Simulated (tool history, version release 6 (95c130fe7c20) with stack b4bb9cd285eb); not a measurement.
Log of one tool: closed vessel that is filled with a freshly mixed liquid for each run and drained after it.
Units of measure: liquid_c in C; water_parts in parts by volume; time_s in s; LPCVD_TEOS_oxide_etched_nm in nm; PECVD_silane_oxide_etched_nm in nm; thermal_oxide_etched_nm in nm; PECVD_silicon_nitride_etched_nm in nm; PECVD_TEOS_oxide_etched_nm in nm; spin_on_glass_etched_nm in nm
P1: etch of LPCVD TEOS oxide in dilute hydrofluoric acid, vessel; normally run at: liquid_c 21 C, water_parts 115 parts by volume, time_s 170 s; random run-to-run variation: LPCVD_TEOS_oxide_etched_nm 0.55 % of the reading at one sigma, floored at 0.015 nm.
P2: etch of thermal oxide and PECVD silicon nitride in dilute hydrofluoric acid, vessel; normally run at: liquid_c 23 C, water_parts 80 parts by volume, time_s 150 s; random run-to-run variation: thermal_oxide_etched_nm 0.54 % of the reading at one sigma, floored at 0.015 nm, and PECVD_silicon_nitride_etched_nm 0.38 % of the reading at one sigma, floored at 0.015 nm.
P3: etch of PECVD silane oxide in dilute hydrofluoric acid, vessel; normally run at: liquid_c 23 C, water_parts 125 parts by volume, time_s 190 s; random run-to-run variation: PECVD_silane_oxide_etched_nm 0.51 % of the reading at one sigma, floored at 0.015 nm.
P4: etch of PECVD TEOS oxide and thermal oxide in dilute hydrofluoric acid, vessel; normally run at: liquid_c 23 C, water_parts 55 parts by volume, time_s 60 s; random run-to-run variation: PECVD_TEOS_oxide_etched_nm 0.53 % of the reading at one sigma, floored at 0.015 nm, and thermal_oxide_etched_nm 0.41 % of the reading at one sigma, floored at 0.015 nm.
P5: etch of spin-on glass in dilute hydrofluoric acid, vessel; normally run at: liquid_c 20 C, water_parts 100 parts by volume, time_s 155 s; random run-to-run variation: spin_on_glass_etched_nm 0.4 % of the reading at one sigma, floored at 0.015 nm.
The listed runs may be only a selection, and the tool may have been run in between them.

run     day  process  liquid_c  water_parts  time_s  hours since the thermometer was replaced  hours since the hydrofluoric acid flow meter was replaced  LPCVD_TEOS_oxide_etched_nm  PECVD_silane_oxide_etched_nm  thermal_oxide_etched_nm  PECVD_silicon_nitride_etched_nm  PECVD_TEOS_oxide_etched_nm  spin_on_glass_etched_nm
  1   0.471       P1        21          115     170                                     919.8                                                      242.2                      21.803
  2   0.962       P1        21           65     170                                     931.6                                                        254                      40.764
  3   1.262       P3        23          220     190                                     938.8                                                      261.2                                                    18.126
  4   1.683       P2        23           80     150                                     948.9                                                      271.3                                                                             8.6509                           10.072
  5    2.25       P1      27.5          115     170                                     962.5                                                      284.9                       27.98
  6   2.704       P4        23           55      60                                     973.4                                                      295.8                                                                             5.0015                                                       30.565
  7   3.125       P1        17          115     170                                     983.5                                                      305.9                      18.608
  8   3.521       P3        23          125     190                                       993                                                      315.4                                                    35.648
  9   4.038       P4        23           85      60                                    1005.4                                                      327.8                                                                             3.1388                                                       19.218
 10   4.396       P3      31.5          125     190                                      1014                                                      336.4                                                    48.511
      4.658  -- hydrofluoric acid flow meter replaced
 11   4.754       P4        30           55      60                                    1022.6                                                        2.3                                                                             6.6403                                                           41
 12   5.317       P4        23           55      30                                    1036.1                                                       15.8                                                                             2.5058                                                       15.265
 13   5.692       P1        21          115     170                                    1045.1                                                       24.8                      21.501
 14   6.254       P2        23           20     150                                    1058.6                                                       38.3                                                                             37.304                           38.733
 15   6.808       P1        21          210      75                                    1071.9                                                       51.6                      4.7531
 16   7.096       P5        20          100     310                                    1078.8                                                       58.5                                                                                                                                                                   94.589
 17    7.65       P3        23          125      85                                    1092.1                                                       71.8                                                    15.948
 18   8.117       P1        21          190     170                                    1103.3                                                         83                      12.272
 19   8.417       P3        23          125     190                                    1110.5                                                       90.2                                                    35.208
 20   8.904       P5        20           45     155                                    1122.2                                                      101.9                                                                                                                                                                   112.61
 21   9.338       P5        24          100     155                                    1132.6                                                      112.3                                                                                                                                                                   55.921
 22   9.817       P1        21          115     170                                    1144.1                                                      123.8                      21.947
 23  10.308       P1        21          115     270                                    1155.9                                                      135.6                      34.594
 24  10.954       P1        21          115     170                                    1171.4                                                      151.1                      21.736
 25  11.438       P1        21          115      65                                      1183                                                      162.7                      8.3276
 26  11.729       P2        23           80     150                                      1190                                                      169.7                                                                             8.7043                           10.047

Run 27 has not been measured yet. What should we expect?
 27  12.083       P5        20          100     155                                    1198.5                                                      178.2                                                                                                                                                                        ?

Logged for run 27: spin_on_glass_etched_nm 47.162 nm.
